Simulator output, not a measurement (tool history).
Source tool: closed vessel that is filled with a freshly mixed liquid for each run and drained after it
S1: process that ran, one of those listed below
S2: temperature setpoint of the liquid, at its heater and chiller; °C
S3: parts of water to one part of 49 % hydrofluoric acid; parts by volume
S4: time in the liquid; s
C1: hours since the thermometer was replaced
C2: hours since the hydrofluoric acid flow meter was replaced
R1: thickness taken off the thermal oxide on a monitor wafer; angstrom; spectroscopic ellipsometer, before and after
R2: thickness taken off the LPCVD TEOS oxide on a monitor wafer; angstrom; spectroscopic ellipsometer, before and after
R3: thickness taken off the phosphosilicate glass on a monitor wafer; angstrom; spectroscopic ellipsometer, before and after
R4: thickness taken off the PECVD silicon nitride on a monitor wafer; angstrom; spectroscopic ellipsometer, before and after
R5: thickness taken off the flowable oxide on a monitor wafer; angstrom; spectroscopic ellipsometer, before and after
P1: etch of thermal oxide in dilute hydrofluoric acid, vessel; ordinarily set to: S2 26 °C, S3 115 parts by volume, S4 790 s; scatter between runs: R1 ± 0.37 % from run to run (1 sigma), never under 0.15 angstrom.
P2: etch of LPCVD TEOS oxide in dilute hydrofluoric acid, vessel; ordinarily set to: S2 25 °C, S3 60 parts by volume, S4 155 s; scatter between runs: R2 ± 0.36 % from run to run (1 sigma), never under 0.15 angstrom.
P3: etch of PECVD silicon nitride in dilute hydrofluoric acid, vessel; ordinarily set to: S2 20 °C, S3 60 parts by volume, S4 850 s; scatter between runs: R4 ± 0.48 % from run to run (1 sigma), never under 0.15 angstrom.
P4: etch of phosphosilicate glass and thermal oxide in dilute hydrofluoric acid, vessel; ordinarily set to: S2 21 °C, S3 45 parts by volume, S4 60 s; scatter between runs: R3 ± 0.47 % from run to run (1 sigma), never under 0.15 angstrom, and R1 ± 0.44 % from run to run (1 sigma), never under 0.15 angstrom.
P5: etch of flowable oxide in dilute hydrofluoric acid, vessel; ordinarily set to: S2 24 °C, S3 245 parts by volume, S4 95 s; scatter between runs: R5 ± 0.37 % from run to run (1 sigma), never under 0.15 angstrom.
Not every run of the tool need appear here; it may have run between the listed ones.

run   hour  S1    S2   S3    S4      C1      C2      R1      R2      R3      R4      R5
  1    9.1  P1    26  115   790  1893.4  1007.8  331.42
  2   16.4  P2    25   60   300  1900.7  1015.1          952.74
  3   23.5  P2    25   60   155  1907.8  1022.2          483.29
  4   31.8  P1    34  115   790  1916.1  1030.5  447.01
  5   38.3  P4    21   60    60  1922.6    1037  41.001          1802.2
  6   49.4  P1    31  115  1280  1933.7  1048.1  646.23
  7     57  P4    21   45    30  1941.3  1055.7  27.959          1235.6
  8   63.8  P1    26   40   790  1948.1  1062.5  1055.2
  9   69.8  P1    26  160   310  1954.1  1068.5  88.512
 10   80.3  P3    20   60   105  1964.6    1079                          31.551
 11   93.2  P1    26  115   790  1977.5  1091.9  332.91
 12  100.8  P3    20   85   850  1985.1  1099.5                          181.57
 13  114.2  P1    26  115  1180  1998.5  1112.9  492.45
 14  127.1  P4    21   45    60  2011.4  1125.8  55.677          2463.4
 15  140.1  P1    26  115   790  2024.4  1138.8  331.33
 16  147.8  P5    24  375    95  2032.1  1146.5                                   132.4
 17    160  P3  24.5   60   850  2044.3  1158.7                          342.32
 18  167.2  P1    22  115   790  2051.5  1165.9  280.81
 19  178.8  P1    26  115   790  2063.1  1177.5  331.96
 20  191.4  P2    17   60   155  2075.7  1190.1          348.79
 21  199.1  P1    26  175   320  2083.4  1197.8  82.102
 22  208.8  P5  31.5  245    95  2093.1  1207.5                                  297.53
 23  219.1  P1    26  115   295  2103.4  1217.8   123.6
 24  225.5  P3    20   60   850  2109.8  1224.2                          253.33
 25  236.9  P2    25   20   155  2121.2  1235.6            1550
 26  248.1  P4    21   45    60  2132.4  1246.8  55.941          2469.4
 27  261.3  P5    24  245    50  2145.6    1260                                  120.33
 28  272.3  P3    20   60   850  2156.6    1271                          252.53
 29  282.2  P4    26   45    60  2166.5  1280.9  68.113          2979.6
 30    295  P5    24  245    95  2179.3  1293.7                                  230.09
 31  304.6  P1    26  160   790  2188.9  1303.3  224.71
 32  315.9  P1    26  115   790  2200.2  1314.6  330.52
 33    322  P1    26  115   790  2206.3  1320.7  325.72
 34    334  P1    26  115   790  2218.3  1332.7  320.92
 35  341.1  P1    26  115   790  2225.4  1339.8  317.12
 36  348.4  P1    26  115   790  2232.7  1347.1  315.07
 37  356.9  P1    26  115   790  2241.2  1355.6   311.7
 38  363.3  P1    26  115   790  2247.6    1362   312.3
 39  375.4  P1    26  115   790  2259.7  1374.1  310.27
 40  388.9  P1    26  115   790  2273.2  1387.6  314.17
 41  398.9  P1    26  115   790  2283.2  1397.6  311.02
 42  410.2  P1    26  115   790  2294.5  1408.9  313.53

Something has made what P1 gives creep away from where it was; the 2 causes below, each at its own stated size, fit the log equally well:
A: hydrofluoric acid flow below the setpoint (%) = 5.17
B: liquid colder than its thermometer reads (K) = 1.58
Creep in the process output first set in at about hour 315.9.

The check runs listed below each take one wafer, and their results are still question marks. Under which run would the listed causes lead to clearly different results?
check 1  421.5  P2  25   60  155               ?
check 2  421.5  P5  24  245   95                           ?
check 3  421.5  P4  21   45   60           ?       ?
check 4  421.5  P3  20   60  850                       ?

Outcome of each check run for each possible cause:
  check  result    if A    if B
check 1      R2  460.45  457.25
check 2      R5  214.33  216.36
check 3      R1  52.667   52.08
check 3      R3  2319.2  2293.4
check 4      R4  241.03  227.39
Gap, in per cent, between the two causes that each check separates least, read from the result that separates them most: check 1 0.7 %; check 2 0.94 %; check 3 1.12 %; check 4 5.83 %
Of the check runs offered, only check 4 discriminates between the causes; the rest would read about the same regardless of which cause applies.

The results of check 4 are: R4 239.05 angstrom. Based on these, which of the listed causes is it?

It is A: hydrofluoric acid flow below the setpoint (%).
